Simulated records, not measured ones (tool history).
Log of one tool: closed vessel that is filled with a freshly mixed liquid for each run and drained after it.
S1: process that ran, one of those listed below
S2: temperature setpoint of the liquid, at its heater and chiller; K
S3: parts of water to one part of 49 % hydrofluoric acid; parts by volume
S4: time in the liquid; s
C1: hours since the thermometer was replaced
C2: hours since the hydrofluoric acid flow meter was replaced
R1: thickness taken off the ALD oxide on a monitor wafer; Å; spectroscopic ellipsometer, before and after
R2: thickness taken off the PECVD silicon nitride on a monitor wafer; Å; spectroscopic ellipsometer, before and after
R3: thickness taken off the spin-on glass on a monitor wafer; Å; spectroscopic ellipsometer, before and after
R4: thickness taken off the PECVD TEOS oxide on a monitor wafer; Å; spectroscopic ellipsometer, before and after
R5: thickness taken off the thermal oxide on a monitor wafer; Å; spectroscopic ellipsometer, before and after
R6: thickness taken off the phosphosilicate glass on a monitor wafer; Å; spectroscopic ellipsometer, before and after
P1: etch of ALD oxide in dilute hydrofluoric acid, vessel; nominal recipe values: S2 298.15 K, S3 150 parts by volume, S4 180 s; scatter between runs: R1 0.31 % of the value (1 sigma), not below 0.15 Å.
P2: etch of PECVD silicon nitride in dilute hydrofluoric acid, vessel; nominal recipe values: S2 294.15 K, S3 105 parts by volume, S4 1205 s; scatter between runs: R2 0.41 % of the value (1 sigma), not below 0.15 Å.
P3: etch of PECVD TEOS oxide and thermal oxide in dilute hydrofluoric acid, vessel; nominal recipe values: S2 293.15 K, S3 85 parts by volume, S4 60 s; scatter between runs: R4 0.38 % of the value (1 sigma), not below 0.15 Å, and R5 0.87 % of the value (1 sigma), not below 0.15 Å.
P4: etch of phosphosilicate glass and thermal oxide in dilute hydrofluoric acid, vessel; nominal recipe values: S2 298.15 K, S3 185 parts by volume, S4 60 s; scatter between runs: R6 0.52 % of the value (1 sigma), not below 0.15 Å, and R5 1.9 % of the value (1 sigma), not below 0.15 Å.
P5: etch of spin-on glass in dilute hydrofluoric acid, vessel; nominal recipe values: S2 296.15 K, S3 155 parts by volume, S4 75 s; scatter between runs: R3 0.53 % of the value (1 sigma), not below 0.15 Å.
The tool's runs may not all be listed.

Run 1, day 0.625: S1 P1, S2 298.15 K, S3 150 parts by volume, S4 180 s; C1 1116.8; C2 394.2. Result: R1 185.380 Å.
Run 2, day 0.971: S1 P2, S2 294.15 K, S3 105 parts by volume, S4 2355 s; C1 1125.1; C2 402.5. Result: R2 390.24 Å.
Run 3, day 1.288: S1 P1, S2 298.15 K, S3 150 parts by volume, S4 320 s; C1 1132.7; C2 410.1. Result: R1 326.960 Å.
Run 4, day 1.700: S1 P5, S2 296.15 K, S3 155 parts by volume, S4 75 s; C1 1142.6; C2 420.0. Result: R3 131.980 Å.
Run 5, day 2.021: S1 P2, S2 294.15 K, S3 45 parts by volume, S4 1205 s; C1 1150.3; C2 427.7. Result: R2 454.43 Å.
Run 6, day 2.646: S1 P3, S2 293.15 K, S3 85 parts by volume, S4 90 s; C1 1165.3; C2 442.7. Result: R4 125.600 Å, R5 44.3630 Å.
Run 7, day 3.150: S1 P5, S2 296.15 K, S3 155 parts by volume, S4 75 s; C1 1177.4; C2 454.8. Result: R3 133.030 Å.
Run 8, day 3.542: S1 P1, S2 298.15 K, S3 265 parts by volume, S4 180 s; C1 1186.8; C2 464.2. Result: R1 91.922 Å.
Run 9, day 4.112: S1 P1, S2 291.15 K, S3 150 parts by volume, S4 180 s; C1 1200.5; C2 477.9. Result: R1 141.040 Å.
Run 10, day 4.679: S1 P1, S2 298.15 K, S3 150 parts by volume, S4 180 s; C1 1214.1; C2 491.5. Result: R1 184.300 Å.
Run 11, day 5.096: S1 P3, S2 293.15 K, S3 130 parts by volume, S4 60 s; C1 1224.1; C2 501.5. Result: R4 52.038 Å, R5 18.2000 Å.
Run 12, day 5.688: S1 P1, S2 298.15 K, S3 150 parts by volume, S4 180 s; C1 1238.3; C2 515.7. Result: R1 185.910 Å.
Run 13, day 6.288: S1 P3, S2 293.15 K, S3 85 parts by volume, S4 60 s; C1 1252.7; C2 530.1. Result: R4 83.580 Å, R5 29.2870 Å.
Run 14, day 6.958: S1 P1, S2 298.15 K, S3 150 parts by volume, S4 45 s; C1 1268.8; C2 546.2. Result: R1 46.328 Å.
Run 15, day 7.425: S1 P4, S2 298.15 K, S3 185 parts by volume, S4 60 s; C1 1280.0; C2 557.4. Result: R5 14.0360 Å, R6 188.710 Å.
Run 16, day 7.896: S1 P1, S2 298.15 K, S3 150 parts by volume, S4 180 s; C1 1291.3; C2 568.7. Result: R1 184.300 Å.
Run 17, day 8.525: S1 P1, S2 298.15 K, S3 55 parts by volume, S4 180 s; C1 1306.4; C2 583.8. Result: R1 573.250 Å.
Run 18, day 9.183: S1 P5, S2 302.15 K, S3 155 parts by volume, S4 75 s; C1 1322.2; C2 599.6. Result: R3 163.830 Å.
Run 19, day 9.733: S1 P2, S2 294.15 K, S3 105 parts by volume, S4 1205 s; C1 1335.4; C2 612.8. Result: R2 198.96 Å.
Run 20, day 10.075: S1 P4, S2 298.15 K, S3 325 parts by volume, S4 60 s; C1 1343.6; C2 621.0. Result: R5 6.6884 Å, R6 92.908 Å.
Run 21, day 10.400: S1 P3, S2 300.15 K, S3 85 parts by volume, S4 60 s; C1 1351.4; C2 628.8. Result: R4 111.530 Å, R5 39.7090 Å.
Run 22, day 10.758: S1 P1, S2 302.65 K, S3 150 parts by volume, S4 180 s; C1 1360.0; C2 637.4. Result: R1 219.030 Å.
Run 23, day 11.329: S1 P4, S2 298.15 K, S3 185 parts by volume, S4 100 s; C1 1373.7; C2 651.1. Result: R5 23.1230 Å, R6 315.080 Å.
Run 24, day 11.783: S1 P5, S2 296.15 K, S3 155 parts by volume, S4 145 s; C1 1384.6; C2 662.0. Result: R3 254.620 Å.
Run 25, day 12.142: S1 P5, S2 296.15 K, S3 290 parts by volume, S4 75 s; C1 1393.2; C2 670.6. Result: R3 61.681 Å.
Run 26, day 12.650: S1 P4, S2 290.65 K, S3 185 parts by volume, S4 60 s; C1 1405.4; C2 682.8. Result: R5 10.8640 Å, R6 140.120 Å.
Run 27, day 13.012: S1 P1, S2 294.65 K, S3 150 parts by volume, S4 340 s; C1 1414.1; C2 691.5. Result: R1 304.750 Å.
Run 28, day 13.408: S1 P4, S2 298.15 K, S3 185 parts by volume, S4 60 s; C1 1423.6; C2 701.0. Result: R5 14.0080 Å, R6 189.790 Å.
Run 29, day 13.812: S1 P2, S2 302.15 K, S3 105 parts by volume, S4 1205 s; C1 1433.3; C2 710.7. Result: R2 336.52 Å.
Run 30, day 14.188: S1 P1, S2 298.15 K, S3 150 parts by volume, S4 180 s; C1 1442.3; C2 719.7. Result: R1 184.780 Å.
Run 31, day 14.638: S1 P1, S2 298.15 K, S3 150 parts by volume, S4 180 s; C1 1453.1; C2 730.5. Result: R1 183.500 Å.
Run 32, day 15.212: S1 P1, S2 298.15 K, S3 150 parts by volume, S4 180 s; C1 1466.9; C2 744.3. Result: R1 192.870 Å.
Run 33, day 15.646: S1 P1, S2 298.15 K, S3 150 parts by volume, S4 180 s; C1 1477.3; C2 754.7. Result: R1 195.600 Å.
Run 34, day 16.183: S1 P1, S2 298.15 K, S3 150 parts by volume, S4 180 s; C1 1490.2; C2 767.6. Result: R1 198.800 Å.
Run 35, day 16.788: S1 P1, S2 298.15 K, S3 150 parts by volume, S4 180 s; C1 1504.7; C2 782.1. Result: R1 200.310 Å.
Run 36, day 17.325: S1 P1, S2 298.15 K, S3 150 parts by volume, S4 180 s; C1 1517.6; C2 795.0. Result: R1 200.290 Å.
Run 37, day 17.700: S1 P1, S2 298.15 K, S3 150 parts by volume, S4 180 s; C1 1526.6; C2 804.0. Result: R1 202.070 Å.
Run 38, day 18.062: S1 P1, S2 298.15 K, S3 150 parts by volume, S4 180 s; C1 1535.3; C2 812.7. Result: R1 202.130 Å.

Something has made what P1 gives creep away from where it was; the 2 causes below, each at its own stated size, fit the log equally well:
A: liquid hotter than its thermometer reads (K) = 2.28
B: hydrofluoric acid flow above the setpoint (%) = 7.55
Creep in the process output first set in at about day 14.638.

Question marks stand in for the results of the 4 check runs listed below, each run on one wafer. Under which run would the listed causes show clearly different results?
Run check 1, day 18.425: S1 P5, S2 296.15 K, S3 280 parts by volume, S4 145 s. Result: R3 ?.
Run check 2, day 18.425: S1 P4, S2 291.65 K, S3 185 parts by volume, S4 60 s. Result: R5 ?, R6 ?.
Run check 3, day 18.425: S1 P2, S2 301.65 K, S3 105 parts by volume, S4 1205 s. Result: R2 ?.
Run check 4, day 18.425: S1 P3, S2 299.65 K, S3 85 parts by volume, S4 60 s. Result: R4 ?, R5 ?.

What each check would give under each cause:
  check  result     if A     if B
check 1      R3  134.370  136.000
check 2      R5  11.9040  11.8590
check 2      R6  160.120  159.520
check 3      R2   376.19   350.66
check 4      R4  119.000  118.090
check 4      R5  41.7730  41.4560
How far apart the two closest causes lie, in the result that separates them most: check 1 1.2 %; check 2 0.38 %; check 3 7.03 %; check 4 0.76 %
The causes can be told apart only by check 3. The other checks would give nearly the same results under each of them.

Check 3 was carried out, with these results: R2 375.74 Å. Which of the listed causes is responsible?

The cause is A: liquid hotter than its thermometer reads (K).
